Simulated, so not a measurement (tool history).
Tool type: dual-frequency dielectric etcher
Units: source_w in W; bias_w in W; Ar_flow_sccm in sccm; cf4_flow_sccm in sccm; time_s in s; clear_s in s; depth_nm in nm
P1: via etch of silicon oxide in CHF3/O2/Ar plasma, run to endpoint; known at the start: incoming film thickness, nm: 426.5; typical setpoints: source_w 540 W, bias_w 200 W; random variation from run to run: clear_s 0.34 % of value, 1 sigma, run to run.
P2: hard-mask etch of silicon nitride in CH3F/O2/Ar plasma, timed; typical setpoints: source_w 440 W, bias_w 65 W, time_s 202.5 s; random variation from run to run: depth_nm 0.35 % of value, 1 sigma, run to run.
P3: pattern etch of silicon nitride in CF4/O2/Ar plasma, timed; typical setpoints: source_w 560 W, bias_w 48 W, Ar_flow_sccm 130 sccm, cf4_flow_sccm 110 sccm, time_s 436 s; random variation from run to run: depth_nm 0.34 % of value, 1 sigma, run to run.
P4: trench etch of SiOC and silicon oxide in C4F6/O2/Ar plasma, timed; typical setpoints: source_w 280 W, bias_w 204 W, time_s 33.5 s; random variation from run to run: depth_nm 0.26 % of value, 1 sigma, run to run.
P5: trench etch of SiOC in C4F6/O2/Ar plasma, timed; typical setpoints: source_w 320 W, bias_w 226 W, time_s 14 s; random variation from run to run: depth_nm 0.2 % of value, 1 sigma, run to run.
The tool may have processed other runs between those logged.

run 1 day=0.367 | process=P1 source_w=540 bias_w=200 | clear_s=220
run 2 day=0.717 | process=P1 source_w=710 bias_w=200 | clear_s=197.65
run 3 day=1.179 | process=P3 source_w=560 bias_w=48 Ar_flow_sccm=130 cf4_flow_sccm=110 time_s=653.5 | depth_nm=1344
run 4 day=1.679 | process=P3 source_w=560 bias_w=48 Ar_flow_sccm=168 cf4_flow_sccm=110 time_s=436 | depth_nm=864.45
run 5 day=2.246 | process=P3 source_w=560 bias_w=60 Ar_flow_sccm=130 cf4_flow_sccm=110 time_s=436 | depth_nm=981.89
-- day=2.408 wet clean of the chamber
run 6 day=2.625 | process=P2 source_w=440 bias_w=65 time_s=202.5 | depth_nm=141.61
run 7 day=3.062 | process=P1 source_w=540 bias_w=161 | clear_s=235.72
run 8 day=3.454 | process=P1 source_w=440 bias_w=254 | clear_s=217.94
run 9 day=3.762 | process=P1 source_w=540 bias_w=200 | clear_s=220.27
run 10 day=4.112 | process=P4 source_w=280 bias_w=204 time_s=33.5 | depth_nm=60.204
run 11 day=4.646 | process=P5 source_w=390 bias_w=226 time_s=14 | depth_nm=30.821
run 12 day=5.092 | process=P2 source_w=440 bias_w=65 time_s=285.5 | depth_nm=200.45
run 13 day=5.433 | process=P1 source_w=540 bias_w=239 | clear_s=208.39
run 14 day=5.925 | process=P3 source_w=560 bias_w=48 Ar_flow_sccm=130 cf4_flow_sccm=110 time_s=436 | depth_nm=903.09
run 15 day=6.317 | process=P3 source_w=560 bias_w=48 Ar_flow_sccm=130 cf4_flow_sccm=154 time_s=436 | depth_nm=939.33
run 16 day=6.696 | process=P2 source_w=440 bias_w=65 time_s=202.5 | depth_nm=142.6
run 17 day=7.188 | process=P1 source_w=540 bias_w=200 | clear_s=220.34
run 18 day=7.683 | process=P4 source_w=280 bias_w=204 time_s=21.5 | depth_nm=38.833
run 19 day=8.275 | process=P1 source_w=540 bias_w=200 | clear_s=218.86
run 20 day=8.775 | process=P2 source_w=440 bias_w=53 time_s=202.5 | depth_nm=132.81
run 21 day=9.054 | process=P2 source_w=300 bias_w=65 time_s=202.5 | depth_nm=122.69
run 22 day=9.508 | process=P4 source_w=280 bias_w=143 time_s=33.5 | depth_nm=53.936
run 23 day=10.033 | process=P5 source_w=320 bias_w=297 time_s=14 | depth_nm=31.271
run 24 day=10.558 | process=P3 source_w=770 bias_w=48 Ar_flow_sccm=130 cf4_flow_sccm=110 time_s=436 | depth_nm=1189.6
run 25 day=10.967 | process=P5 source_w=320 bias_w=226 time_s=18.5 | depth_nm=37.639
run 26 day=11.388 | process=P1 source_w=370 bias_w=200 | clear_s=254.86
run 27 day=11.692 | process=P4 source_w=340 bias_w=204 time_s=33.5 | depth_nm=65.343
run 28 day=12.138 | process=P5 source_w=320 bias_w=226 time_s=14 | depth_nm=28.511
run 29 day=12.717 | process=P1 source_w=540 bias_w=200 | clear_s=220.91
run 30 day=13.142 | process=P1 source_w=540 bias_w=200 | clear_s=220.69
run 31 day=13.529 | process=P1 source_w=540 bias_w=200 | clear_s=220.74
run 32 day=14.121 | process=P1 source_w=540 bias_w=200 | clear_s=223.03
run 33 day=14.671 | process=P1 source_w=540 bias_w=200 | clear_s=222.07
run 34 day=15.029 | process=P1 source_w=540 bias_w=200 | clear_s=223.32
run 35 day=15.288 | process=P1 source_w=540 bias_w=200 | clear_s=222.88
run 36 day=15.604 | process=P1 source_w=540 bias_w=200 | clear_s=222.78
-- day=15.654 wet clean of the chamber
run 37 day=16.204 | process=P1 source_w=540 bias_w=200 | clear_s=224.06

Predict the results of run 38:
run 38 day=16.779 | process=P1 source_w=540 bias_w=200 | clear_s=?

{"run 38": {"clear_s": 221.74}}
